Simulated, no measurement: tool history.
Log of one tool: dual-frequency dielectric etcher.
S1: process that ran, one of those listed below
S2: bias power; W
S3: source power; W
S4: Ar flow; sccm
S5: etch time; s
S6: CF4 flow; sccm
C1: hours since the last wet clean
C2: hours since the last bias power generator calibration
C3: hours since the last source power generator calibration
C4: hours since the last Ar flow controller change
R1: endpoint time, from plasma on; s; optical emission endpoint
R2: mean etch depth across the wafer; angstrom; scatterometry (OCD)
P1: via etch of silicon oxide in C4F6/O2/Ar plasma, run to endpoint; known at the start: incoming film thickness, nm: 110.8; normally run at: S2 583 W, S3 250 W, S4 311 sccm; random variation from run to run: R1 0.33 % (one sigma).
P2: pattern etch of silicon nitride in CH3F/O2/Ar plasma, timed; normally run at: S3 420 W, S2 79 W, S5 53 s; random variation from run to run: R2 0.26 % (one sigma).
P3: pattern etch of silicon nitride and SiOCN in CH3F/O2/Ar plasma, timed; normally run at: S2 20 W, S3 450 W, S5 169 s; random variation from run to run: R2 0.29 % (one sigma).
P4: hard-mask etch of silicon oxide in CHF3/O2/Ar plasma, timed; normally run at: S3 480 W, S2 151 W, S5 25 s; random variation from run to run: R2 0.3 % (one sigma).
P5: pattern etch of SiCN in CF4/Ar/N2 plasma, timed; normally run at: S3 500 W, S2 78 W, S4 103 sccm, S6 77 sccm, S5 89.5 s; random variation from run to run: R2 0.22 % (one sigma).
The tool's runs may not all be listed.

Run 1, hour 4.8: S1 P1, S2 583 W, S3 250 W, S4 311 sccm; C1 67.4; C2 1597.2; C3 3771.5; C4 951.6. Result: R1 28.728 s.
Run 2, hour 13.3: S1 P4, S2 151 W, S3 480 W, S5 25 s; C1 75.9; C2 1605.7; C3 3780; C4 960.1. Result: R2 433.79 angstrom.
Run 3, hour 17.1: S1 P1, S2 821 W, S3 250 W, S4 311 sccm; C1 79.7; C2 1609.5; C3 3783.8; C4 963.9. Result: R1 24.998 s.
Run 4, hour 23.9: S1 P5, S2 78 W, S3 500 W, S4 103 sccm, S5 56 s, S6 77 sccm; C1 86.5; C2 1616.3; C3 3790.6; C4 970.7. Result: R2 538.81 angstrom.
Run 5, hour 29.9: S1 P1, S2 583 W, S3 250 W, S4 311 sccm; C1 92.5; C2 1622.3; C3 3796.6; C4 976.7. Result: R1 28.579 s.
Run 6, hour 35.7: S1 P1, S2 583 W, S3 330 W, S4 311 sccm; C1 98.3; C2 1628.1; C3 3802.4; C4 982.5. Result: R1 26.033 s.
Run 7, hour 43.9: S1 P5, S2 78 W, S3 500 W, S4 103 sccm, S5 89.5 s, S6 77 sccm; C1 106.5; C2 1636.3; C3 3810.6; C4 990.7. Result: R2 862.65 angstrom.
Run 8, hour 48.5: S1 P3, S2 20 W, S3 450 W, S5 99 s; C1 111.1; C2 1640.9; C3 3815.2; C4 995.3. Result: R2 133.65 angstrom.
Run 9, hour 53.5: S1 P4, S2 99 W, S3 480 W, S5 25 s; C1 116.1; C2 1645.9; C3 3820.2; C4 1000.3. Result: R2 380.9 angstrom.
Run 10, hour 62.3: S1 P2, S2 79 W, S3 420 W, S5 72.5 s; C1 124.9; C2 1654.7; C3 3829; C4 1009.1. Result: R2 534.12 angstrom.
Run 11, hour 70.2: S1 P3, S2 20 W, S3 450 W, S5 169 s; C1 132.8; C2 1662.6; C3 3836.9; C4 1017. Result: R2 229.57 angstrom.
Run 12, hour 74.6: S1 P5, S2 103 W, S3 500 W, S4 103 sccm, S5 89.5 s, S6 77 sccm; C1 137.2; C2 1667; C3 3841.3; C4 1021.4. Result: R2 952.85 angstrom.
Run 13, hour 81.4: S1 P5, S2 78 W, S3 500 W, S4 103 sccm, S5 89.5 s, S6 77 sccm; C1 144; C2 1673.8; C3 3848.1; C4 1028.2. Result: R2 864.41 angstrom.
Run 14, hour 85.6: S1 P4, S2 151 W, S3 480 W, S5 16 s; C1 148.2; C2 1678; C3 3852.3; C4 1032.4. Result: R2 278.31 angstrom.
Run 15, hour 93.7: S1 P2, S2 79 W, S3 310 W, S5 53 s; C1 156.3; C2 1686.1; C3 3860.4; C4 1040.5. Result: R2 348.01 angstrom.
Run 16, hour 98.1: S1 P4, S2 151 W, S3 660 W, S5 25 s; C1 160.7; C2 1690.5; C3 3864.8; C4 1044.9. Result: R2 491.91 angstrom.
Run 17, hour 104: S1 P1, S2 778 W, S3 250 W, S4 435 sccm; C1 166.6; C2 1696.4; C3 3870.7; C4 1050.8. Result: R1 26.582 s.
Run 18, hour 110.7: S1 P3, S2 20 W, S3 270 W, S5 169 s; C1 173.3; C2 1703.1; C3 3877.4; C4 1057.5. Result: R2 191.31 angstrom.
At hour 116.4: bias power generator calibrated.
Run 19, hour 117.6: S1 P1, S2 583 W, S3 250 W, S4 311 sccm; C1 180.2; C2 1.3; C3 3884.3; C4 1064.4. Result: R1 28.696 s.
Run 20, hour 122.1: S1 P1, S2 583 W, S3 250 W, S4 311 sccm; C1 184.7; C2 5.8; C3 3888.8; C4 1068.9. Result: R1 28.757 s.
Run 21, hour 127.9: S1 P1, S2 583 W, S3 180 W, S4 188 sccm; C1 190.5; C2 11.6; C3 3894.6; C4 1074.7. Result: R1 30.416 s.
Run 22, hour 134.7: S1 P5, S2 78 W, S3 360 W, S4 103 sccm, S5 89.5 s, S6 77 sccm; C1 197.3; C2 18.4; C3 3901.4; C4 1081.5. Result: R2 646.89 angstrom.
Run 23, hour 142.2: S1 P2, S2 57 W, S3 420 W, S5 53 s; C1 204.8; C2 25.9; C3 3908.9; C4 1089. Result: R2 349.88 angstrom.
Run 24, hour 150.8: S1 P3, S2 28 W, S3 450 W, S5 169 s; C1 213.4; C2 34.5; C3 3917.5; C4 1097.6. Result: R2 265.66 angstrom.
Run 25, hour 156: S1 P5, S2 78 W, S3 500 W, S4 141 sccm, S5 89.5 s, S6 77 sccm; C1 218.6; C2 39.7; C3 3922.7; C4 1102.8. Result: R2 825.95 angstrom.
Run 26, hour 160.8: S1 P3, S2 20 W, S3 450 W, S5 169 s; C1 223.4; C2 44.5; C3 3927.5; C4 1107.6. Result: R2 230.68 angstrom.
Run 27, hour 169.4: S1 P1, S2 583 W, S3 250 W, S4 185 sccm; C1 232; C2 53.1; C3 3936.1; C4 1116.2. Result: R1 27.137 s.
Run 28, hour 173.9: S1 P1, S2 583 W, S3 250 W, S4 428 sccm; C1 236.5; C2 57.6; C3 3940.6; C4 1120.7. Result: R1 29.67 s.
Run 29, hour 178.2: S1 P1, S2 457 W, S3 250 W, S4 311 sccm; C1 240.8; C2 61.9; C3 3944.9; C4 1125. Result: R1 31.373 s.
Run 30, hour 185.8: S1 P1, S2 583 W, S3 250 W, S4 311 sccm; C1 248.4; C2 69.5; C3 3952.5; C4 1132.6. Result: R1 28.699 s.
Run 31, hour 192.9: S1 P5, S2 78 W, S3 500 W, S4 103 sccm, S5 89.5 s, S6 47 sccm; C1 255.5; C2 76.6; C3 3959.6; C4 1139.7. Result: R2 801.11 angstrom.
Run 32, hour 197.9: S1 P4, S2 151 W, S3 480 W, S5 25 s; C1 260.5; C2 81.6; C3 3964.6; C4 1144.7. Result: R2 438.01 angstrom.
Run 33, hour 205.9: S1 P2, S2 79 W, S3 420 W, S5 53 s; C1 268.5; C2 89.6; C3 3972.6; C4 1152.7. Result: R2 390.97 angstrom.
Run 34, hour 214.2: S1 P1, S2 583 W, S3 170 W, S4 311 sccm; C1 276.8; C2 97.9; C3 3980.9; C4 1161. Result: R1 32.894 s.
Run 35, hour 223: S1 P1, S2 583 W, S3 250 W, S4 311 sccm; C1 285.6; C2 106.7; C3 3989.7; C4 1169.8. Result: R1 28.703 s.
Run 36, hour 231.7: S1 P1, S2 583 W, S3 250 W, S4 311 sccm; C1 294.3; C2 115.4; C3 3998.4; C4 1178.5. Result: R1 28.68 s.
Run 37, hour 237.1: S1 P1, S2 583 W, S3 250 W, S4 311 sccm; C1 299.7; C2 120.8; C3 4003.8; C4 1183.9. Result: R1 28.932 s.
Run 38, hour 243.4: S1 P1, S2 583 W, S3 250 W, S4 311 sccm; C1 306; C2 127.1; C3 4010.1; C4 1190.2. Result: R1 28.933 s.
Run 39, hour 248.2: S1 P1, S2 583 W, S3 250 W, S4 311 sccm; C1 310.8; C2 131.9; C3 4014.9; C4 1195. Result: R1 29.034 s.
Run 40, hour 252.8: S1 P1, S2 583 W, S3 250 W, S4 311 sccm; C1 315.4; C2 136.5; C3 4019.5; C4 1199.6. Result: R1 28.932 s.
At hour 258.2: wet clean of the chamber.
At hour 259.5: Ar flow controller replaced.
Run 41, hour 261.4: S1 P1, S2 583 W, S3 250 W, S4 311 sccm; C1 3.3; C2 145.1; C3 4028.1; C4 1.9. Result: R1 28.865 s.
Run 42, hour 266.5: S1 P1, S2 583 W, S3 250 W, S4 311 sccm; C1 8.4; C2 150.2; C3 4033.2; C4 7. Result: R1 29.104 s.
Run 43, hour 274: S1 P1, S2 583 W, S3 250 W, S4 311 sccm; C1 15.9; C2 157.7; C3 4040.7; C4 14.5. Result: R1 29.07 s.
Run 44, hour 281.5: S1 P1, S2 583 W, S3 250 W, S4 311 sccm; C1 23.4; C2 165.2; C3 4048.2; C4 22. Result: R1 29.082 s.
Run 45, hour 288.7: S1 P1, S2 583 W, S3 250 W, S4 311 sccm; C1 30.6; C2 172.4; C3 4055.4; C4 29.2. Result: R1 29.117 s.
Run 46, hour 292.7: S1 P1, S2 583 W, S3 250 W, S4 311 sccm; C1 34.6; C2 176.4; C3 4059.4; C4 33.2. Result: R1 28.954 s.

What P1 gives has crept away from where it was. These 2 causes fit the log equally well, each at the size given:
A: bias power that arrives under what is set, % = 4.15
B: source power that arrives under what is set, % = 4.43
The creep began at about hour 223.
Why every other cause is out:
chamber walls in a state that lowers the etch rate, %: serviced at hour 258.2, which brought nothing back
Ar flow that arrives over what is set, %: serviced at hour 259.5, which brought nothing back

4 check runs are offered, one wafer each, their results left as question marks. Which one tells the causes apart?
Run check 1, hour 296.7: S1 P4, S2 151 W, S3 630 W, S5 16.5 s. Result: R2 ?.
Run check 2, hour 296.7: S1 P2, S2 58 W, S3 420 W, S5 67 s. Result: R2 ?.
Run check 3, hour 296.7: S1 P3, S2 26 W, S3 310 W, S5 169 s. Result: R2 ?.
Run check 4, hour 296.7: S1 P5, S2 99 W, S3 500 W, S4 123 sccm, S5 89.5 s, S6 77 sccm. Result: R2 ?.

What each check would give under each cause:
  check  result    if A    if B
check 1      R2  314.66  313.44
check 2      R2  438.48  436.81
check 3      R2  222.07  223.02
check 4      R2  901.92  880.77
How far apart the two closest causes lie, in the result that separates them most: check 1 0.39 %; check 2 0.38 %; check 3 0.43 %; check 4 2.37 %
Check 4 tells the causes apart: in the others they would give nearly the same result.

Then check 4 was run and gave: R2 880.19 angstrom. Which cause is it?

It is B: source power that arrives under what is set, %.
